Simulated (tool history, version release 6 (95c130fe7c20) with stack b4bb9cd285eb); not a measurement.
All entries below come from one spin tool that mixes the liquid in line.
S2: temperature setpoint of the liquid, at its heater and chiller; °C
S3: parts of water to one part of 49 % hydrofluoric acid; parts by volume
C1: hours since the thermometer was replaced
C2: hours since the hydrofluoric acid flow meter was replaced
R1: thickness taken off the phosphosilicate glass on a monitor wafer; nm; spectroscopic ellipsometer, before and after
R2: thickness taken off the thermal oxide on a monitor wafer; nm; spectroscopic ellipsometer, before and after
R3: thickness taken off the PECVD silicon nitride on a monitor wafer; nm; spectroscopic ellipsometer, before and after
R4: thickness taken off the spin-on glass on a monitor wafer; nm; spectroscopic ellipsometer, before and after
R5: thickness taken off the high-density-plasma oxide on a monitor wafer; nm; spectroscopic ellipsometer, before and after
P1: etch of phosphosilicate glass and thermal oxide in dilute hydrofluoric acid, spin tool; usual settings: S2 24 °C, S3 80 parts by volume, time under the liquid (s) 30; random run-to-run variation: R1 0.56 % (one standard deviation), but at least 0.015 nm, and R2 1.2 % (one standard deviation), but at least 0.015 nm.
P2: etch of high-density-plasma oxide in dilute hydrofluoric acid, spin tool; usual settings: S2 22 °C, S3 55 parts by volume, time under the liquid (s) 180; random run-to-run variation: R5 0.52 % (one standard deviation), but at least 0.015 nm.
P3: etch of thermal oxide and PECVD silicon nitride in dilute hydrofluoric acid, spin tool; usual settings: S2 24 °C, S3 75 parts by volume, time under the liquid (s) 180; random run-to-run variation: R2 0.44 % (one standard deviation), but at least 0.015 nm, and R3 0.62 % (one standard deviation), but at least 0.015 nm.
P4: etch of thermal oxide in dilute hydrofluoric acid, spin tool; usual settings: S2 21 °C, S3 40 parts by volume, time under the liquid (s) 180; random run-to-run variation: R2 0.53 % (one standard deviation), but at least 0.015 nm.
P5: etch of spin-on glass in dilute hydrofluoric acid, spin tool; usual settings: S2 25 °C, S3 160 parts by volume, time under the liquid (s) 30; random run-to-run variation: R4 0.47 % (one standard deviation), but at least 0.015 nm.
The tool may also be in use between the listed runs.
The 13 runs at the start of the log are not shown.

Run 14, hour 82.6: process that ran P4, S2 21 °C, S3 40 parts by volume, time under the liquid (s) 15; C1 38.3; C2 866.5. Result: R2 1.7225 nm.
Run 15, hour 89.5: process that ran P1, S2 20 °C, S3 80 parts by volume, time under the liquid (s) 30; C1 45.2; C2 873.4. Result: R1 47.139 nm, R2 1.5503 nm.
Run 16, hour 94.8: process that ran P5, S2 17 °C, S3 160 parts by volume, time under the liquid (s) 30; C1 50.5; C2 878.7. Result: R4 7.5347 nm.
Run 17, hour 98.9: process that ran P1, S2 24 °C, S3 80 parts by volume, time under the liquid (s) 30; C1 54.6; C2 882.8. Result: R1 55.672 nm, R2 1.8466 nm.
Run 18, hour 103.3: process that ran P1, S2 24 °C, S3 80 parts by volume, time under the liquid (s) 30; C1 59; C2 887.2. Result: R1 56.382 nm, R2 1.8397 nm.
Run 19, hour 106.9: process that ran P3, S2 24 °C, S3 135 parts by volume, time under the liquid (s) 180; C1 62.6; C2 890.8. Result: R2 6.4395 nm, R3 2.3162 nm.
Run 20, hour 111.6: process that ran P1, S2 24 °C, S3 80 parts by volume, time under the liquid (s) 15; C1 67.3; C2 895.5. Result: R1 28.067 nm, R2 0.94438 nm.
Run 21, hour 117.8: process that ran P3, S2 24 °C, S3 75 parts by volume, time under the liquid (s) 15; C1 73.5; C2 901.7. Result: R2 1.0486 nm, R3 0.3413 nm.
Run 22, hour 124.5: process that ran P3, S2 29 °C, S3 75 parts by volume, time under the liquid (s) 180; C1 80.2; C2 908.4. Result: R2 15.084 nm, R3 5.6979 nm.
Run 23, hour 131.8: process that ran P2, S2 22 °C, S3 55 parts by volume, time under the liquid (s) 30; C1 87.5; C2 915.7. Result: R5 2.614 nm.
Run 24, hour 135.2: process that ran P1, S2 24 °C, S3 130 parts by volume, time under the liquid (s) 30; C1 90.9; C2 919.1. Result: R1 32.772 nm, R2 1.0685 nm.
Run 25, hour 142.3: process that ran P2, S2 17 °C, S3 55 parts by volume, time under the liquid (s) 180; C1 98; C2 926.2. Result: R5 12.863 nm.
Run 26, hour 149.4: process that ran P5, S2 25 °C, S3 160 parts by volume, time under the liquid (s) 30; C1 105.1; C2 933.3. Result: R4 10.132 nm.
Run 27, hour 153.7: process that ran P1, S2 24 °C, S3 50 parts by volume, time under the liquid (s) 30; C1 109.4; C2 937.6. Result: R1 93.017 nm, R2 3.0929 nm.
Run 28, hour 158: process that ran P1, S2 24 °C, S3 80 parts by volume, time under the liquid (s) 60; C1 113.7; C2 941.9. Result: R1 111.8 nm, R2 3.6574 nm.
Run 29, hour 161.9: process that ran P5, S2 25 °C, S3 50 parts by volume, time under the liquid (s) 30; C1 117.6; C2 945.8. Result: R4 37.75 nm.
Run 30, hour 168.9: process that ran P1, S2 24 °C, S3 80 parts by volume, time under the liquid (s) 30; C1 124.6; C2 952.8. Result: R1 56.152 nm, R2 1.8661 nm.
Run 31, hour 176.3: process that ran P1, S2 24 °C, S3 80 parts by volume, time under the liquid (s) 30; C1 132; C2 960.2. Result: R1 53.411 nm, R2 1.7112 nm.
Run 32, hour 182.2: process that ran P1, S2 24 °C, S3 80 parts by volume, time under the liquid (s) 30; C1 137.9; C2 966.1. Result: R1 52.178 nm, R2 1.7336 nm.
Run 33, hour 187.5: process that ran P1, S2 24 °C, S3 80 parts by volume, time under the liquid (s) 30; C1 143.2; C2 971.4. Result: R1 51.438 nm, R2 1.7279 nm.
Run 34, hour 194.4: process that ran P1, S2 24 °C, S3 80 parts by volume, time under the liquid (s) 30; C1 150.1; C2 978.3. Result: R1 51.737 nm, R2 1.7199 nm.
Run 35, hour 201: process that ran P1, S2 24 °C, S3 80 parts by volume, time under the liquid (s) 30; C1 156.7; C2 984.9. Result: R1 51.449 nm, R2 1.6887 nm.
Run 36, hour 205: process that ran P1, S2 24 °C, S3 80 parts by volume, time under the liquid (s) 30; C1 160.7; C2 988.9. Result: R1 50.98 nm, R2 1.7399 nm.

Run 37, settings as shown, results not yet in. Your forecast:
Run 37, hour 209.9: process that ran P1, S2 24 °C, S3 80 parts by volume, time under the liquid (s) 30; C1 165.6; C2 993.8. Result: R1 ?, R2 ?.

{"run 37": {"R1": 51.193, "R2": 1.7041}}

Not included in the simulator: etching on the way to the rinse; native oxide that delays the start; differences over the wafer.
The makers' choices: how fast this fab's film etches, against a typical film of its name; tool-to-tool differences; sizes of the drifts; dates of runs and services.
